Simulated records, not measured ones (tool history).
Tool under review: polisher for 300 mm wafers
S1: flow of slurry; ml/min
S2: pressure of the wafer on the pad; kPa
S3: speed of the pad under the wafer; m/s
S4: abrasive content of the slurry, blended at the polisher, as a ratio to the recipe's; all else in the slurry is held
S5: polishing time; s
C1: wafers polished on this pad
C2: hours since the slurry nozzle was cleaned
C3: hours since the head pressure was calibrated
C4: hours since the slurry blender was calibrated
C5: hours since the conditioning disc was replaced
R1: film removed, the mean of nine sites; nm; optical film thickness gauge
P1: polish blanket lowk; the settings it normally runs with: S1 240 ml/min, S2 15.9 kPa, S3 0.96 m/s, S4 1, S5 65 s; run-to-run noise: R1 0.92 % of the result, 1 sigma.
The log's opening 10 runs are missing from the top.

run   hour   S1    S2    S3    S4  S5    C1     C2     C3     C4     C5      R1
 11  115.4  240  15.9   0.7  1.35  65  1646  302.5  780.1    351  191.8  30.439
 12  128.2  240  15.9  0.96     1  65  1812  315.3  792.9  363.8  204.6  35.149
 13  141.4  240  15.9  0.96   1.4  65  1983  328.5  806.1    377  217.8  40.836
 14  154.1  240  15.9  0.96     1  65  2147  341.2  818.8  389.7  230.5  35.548
 15  167.6  240  15.9  0.96     1  65  2322  354.7  832.3  403.2    244  35.993
 16  176.1  240  15.9  0.96     1  65  2432  363.2  840.8  411.7  252.5  35.934
 17  184.4  240  15.9  1.42     1  65  2539  371.5  849.1    420  260.8  48.605
 18  194.2  330  15.9  0.96     1  65  2666  381.3  858.9  429.8  270.6  36.951
 19  202.6  240  15.9  0.68     1  65  2775  389.7  867.3  438.2    279  27.306
 20  215.1  240  15.9  0.96     1  65  2937  402.2  879.8  450.7  291.5  35.359
 21  223.8  240  15.9  0.96     1  65  3049  410.9  888.5  459.4  300.2  33.641
 22  230.6  240  15.9  0.96     1  65  3137  417.7  895.3  466.2    307   33.58
 23  239.7  240  15.9  0.96     1  65  3255  426.8  904.4  475.3  316.1  32.404
 24  252.8  240  15.9  0.96     1  65  3424  439.9  917.5  488.4  329.2   31.38
 25  261.6  240  15.9  0.96     1  65  3538  448.7  926.3  497.2    338  31.628
 26  268.2  240  15.9  0.96     1  65  3624  455.3  932.9  503.8  344.6  31.139
     270.8  -- head pressure recalibrated
     271.2  -- conditioning disc replaced and pad reconditioned
     272.7  -- slurry nozzle cleaned
 27  280.2  240  15.9  0.96     1  65  3779    7.5    9.5  515.8    9.1   30.78
 28  293.1  240  15.9  0.96     1  65  3946   20.4   22.4  528.7     22  31.328

Run 29 has not been measured yet. What should we expect?
 29  302.6  240  15.9  0.96   1  65  4069  29.9  31.9  538.2  31.5   ?

Logged for run 29: R1 31.082 nm.

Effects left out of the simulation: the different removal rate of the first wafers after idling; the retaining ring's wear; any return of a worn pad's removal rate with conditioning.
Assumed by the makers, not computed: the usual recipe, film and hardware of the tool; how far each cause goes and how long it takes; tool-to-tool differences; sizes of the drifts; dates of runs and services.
